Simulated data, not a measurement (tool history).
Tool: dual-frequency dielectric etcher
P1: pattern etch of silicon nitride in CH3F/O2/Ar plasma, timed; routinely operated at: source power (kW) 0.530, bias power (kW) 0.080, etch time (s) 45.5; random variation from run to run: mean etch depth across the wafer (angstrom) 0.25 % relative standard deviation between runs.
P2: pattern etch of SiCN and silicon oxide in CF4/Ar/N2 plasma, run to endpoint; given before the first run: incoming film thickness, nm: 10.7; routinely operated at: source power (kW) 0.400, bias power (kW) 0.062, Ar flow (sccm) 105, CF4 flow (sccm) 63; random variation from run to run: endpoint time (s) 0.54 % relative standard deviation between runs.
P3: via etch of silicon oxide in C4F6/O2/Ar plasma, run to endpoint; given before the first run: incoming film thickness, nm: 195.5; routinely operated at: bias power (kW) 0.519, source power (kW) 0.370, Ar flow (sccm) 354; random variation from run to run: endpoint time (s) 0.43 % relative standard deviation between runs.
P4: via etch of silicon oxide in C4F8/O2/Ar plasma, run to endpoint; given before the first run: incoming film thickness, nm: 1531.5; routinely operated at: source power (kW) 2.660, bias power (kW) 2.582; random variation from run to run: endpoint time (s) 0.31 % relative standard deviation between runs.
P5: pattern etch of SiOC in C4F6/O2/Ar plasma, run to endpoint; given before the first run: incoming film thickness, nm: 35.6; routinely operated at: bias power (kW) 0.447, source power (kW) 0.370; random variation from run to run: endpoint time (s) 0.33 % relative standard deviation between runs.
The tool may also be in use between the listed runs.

run	day	process that ran	source power (kW)	bias power (kW)	etch time (s)	Ar flow (sccm)	CF4 flow (sccm)	hours since the last wet clean	hours since the last source power generator calibration	hours since the last bias power generator calibration	mean etch depth across the wafer (angstrom)	endpoint time (s)
1	0.400	P1	0.530	0.080	45.5			199.3	1044.4	1853.6	376.15	
2	0.712	P4	2.660	1.612				206.8	1051.9	1861.1		279.730
3	1.317	P1	0.530	0.080	45.5			221.3	1066.4	1875.6	378.63	
4	1.900	P1	0.530	0.080	31.5			235.3	1080.4	1889.6	263.14	
5	2.488	P5	0.260	0.447				249.4	1094.5	1903.7		14.424
6	2.954	P4	2.660	2.582				260.6	1105.7	1914.9		247.400
7	3.529	P1	0.530	0.080	62.5			274.4	1119.5	1928.7	519.53	
8	4.042	P1	0.740	0.080	45.5			286.7	1131.8	1941.0	429.02	
9	4.604	P2	0.400	0.062		105	63	300.2	1145.3	1954.5		15.108
10	5.138	P2	0.560	0.062		105	63	313.0	1158.1	1967.3		11.227
11	5.629	P1	0.380	0.080	45.5			324.8	1169.9	1979.1	335.17	
12	5.971	P5	0.370	0.447				333.0	1178.1	1987.3		12.607
13	6.529	P5	0.370	0.584				346.4	1191.5	2000.7		11.369
14	7.046	P2	0.400	0.041		105	63	358.8	1203.9	2013.1		17.267
15	7.571	P1	0.530	0.064	45.5			371.4	1216.5	2025.7	351.97	
16	8.017	P3	0.370	0.519		354		382.1	1227.2	2036.4		43.943
17	8.296	P3	0.370	0.380		354		388.8	1233.9	2043.1		49.657
18	8.608	P1	0.530	0.080	45.5			396.3	1241.4	2050.6	379.20	
19	8.962	P3	0.370	0.519		440		404.8	1249.9	2059.1		44.961
20	9.525	P4	2.660	2.582				418.3	1263.4	2072.6		245.920
21	10.100	P1	0.370	0.098	45.5			432.1	1277.2	2086.4	355.84	
22	10.546	P1	0.530	0.105	45.5			442.8	1287.9	2097.1	417.55	
23	10.929	P2	0.400	0.062		147	63	452.0	1297.1	2106.3		15.850
24	11.292	P4	1.660	2.582				460.7	1305.8	2115.0		295.110
25	11.817	P2	0.400	0.062		105	49	473.3	1318.4	2127.6		15.682
26	12.292	P5	0.370	0.447				484.7	1329.8	2139.0		12.656
27	12.621	P1	0.620	0.080	25.0			492.6	1337.7	2146.9	220.55	
28	13.229	P1	0.530	0.080	45.5			507.2	1352.3	2161.5	378.23	
29	13.758	P3	0.300	0.519		354		519.9	1365.0	2174.2		47.844
30	14.058	P1	0.530	0.080	45.5			527.1	1372.2	2181.4	376.93	
31	14.433	P1	0.530	0.080	45.5			536.1	1381.2	2190.4	375.43	
32	14.742	P1	0.530	0.080	45.5			543.5	1388.6	2197.8	373.79	
# day 15.354: wet clean of the chamber
33	15.371	P1	0.530	0.080	45.5			0.5	1403.7	2212.9	373.83	
34	15.846	P1	0.530	0.080	45.5			11.9	1415.1	2224.3	372.25	
35	16.362	P1	0.530	0.080	45.5			24.3	1427.5	2236.7	374.55	
36	16.812	P1	0.530	0.080	45.5			35.1	1438.3	2247.5	372.51	

Compared with where it was, what P1 gives has crept away. Each cause listed below fits the log as well as the rest, at the size given for it:
A: source power that arrives under what is set, % = 3.86
B: bias power that arrives under what is set, % = 4.28
The drift started at roughly day 14.058.
The rest of the possible causes, and what rules out each one:
chamber walls in a state that lowers the etch rate, %: its service at day 15.354 followed the start of the drift and did not put the process back to its old value

Below are 4 check runs, each averaged over 5 wafers, with their results shown as question marks. Which of them would give clearly different results depending on which cause is behind the drift?
check 1	17.262	P2	0.400	0.062		105	63					?
check 2	17.262	P5	0.370	0.447								?
check 3	17.262	P3	0.370	0.519		354						?
check 4	17.262	P4	2.660	2.582								?

If the cause were each of the candidates in turn, the checks would give the following:
check	result	if A	if B
check 1	endpoint time (s)	15.584	15.275
check 2	endpoint time (s)	12.798	12.818
check 3	endpoint time (s)	44.783	44.872
check 4	endpoint time (s)	249.690	249.010
Distance between the nearest two causes, measured in the result of the check that separates them most: check 1 2 %; check 2 0.15 %; check 3 0.2 %; check 4 0.27 %
Only check 1 tells the causes apart: in the others they would give nearly the same result.

With check 1 done, the readings were: endpoint time (s) 15.575. Identify which of the listed causes applies.

The correct cause is A, namely: source power that arrives under what is set, %.

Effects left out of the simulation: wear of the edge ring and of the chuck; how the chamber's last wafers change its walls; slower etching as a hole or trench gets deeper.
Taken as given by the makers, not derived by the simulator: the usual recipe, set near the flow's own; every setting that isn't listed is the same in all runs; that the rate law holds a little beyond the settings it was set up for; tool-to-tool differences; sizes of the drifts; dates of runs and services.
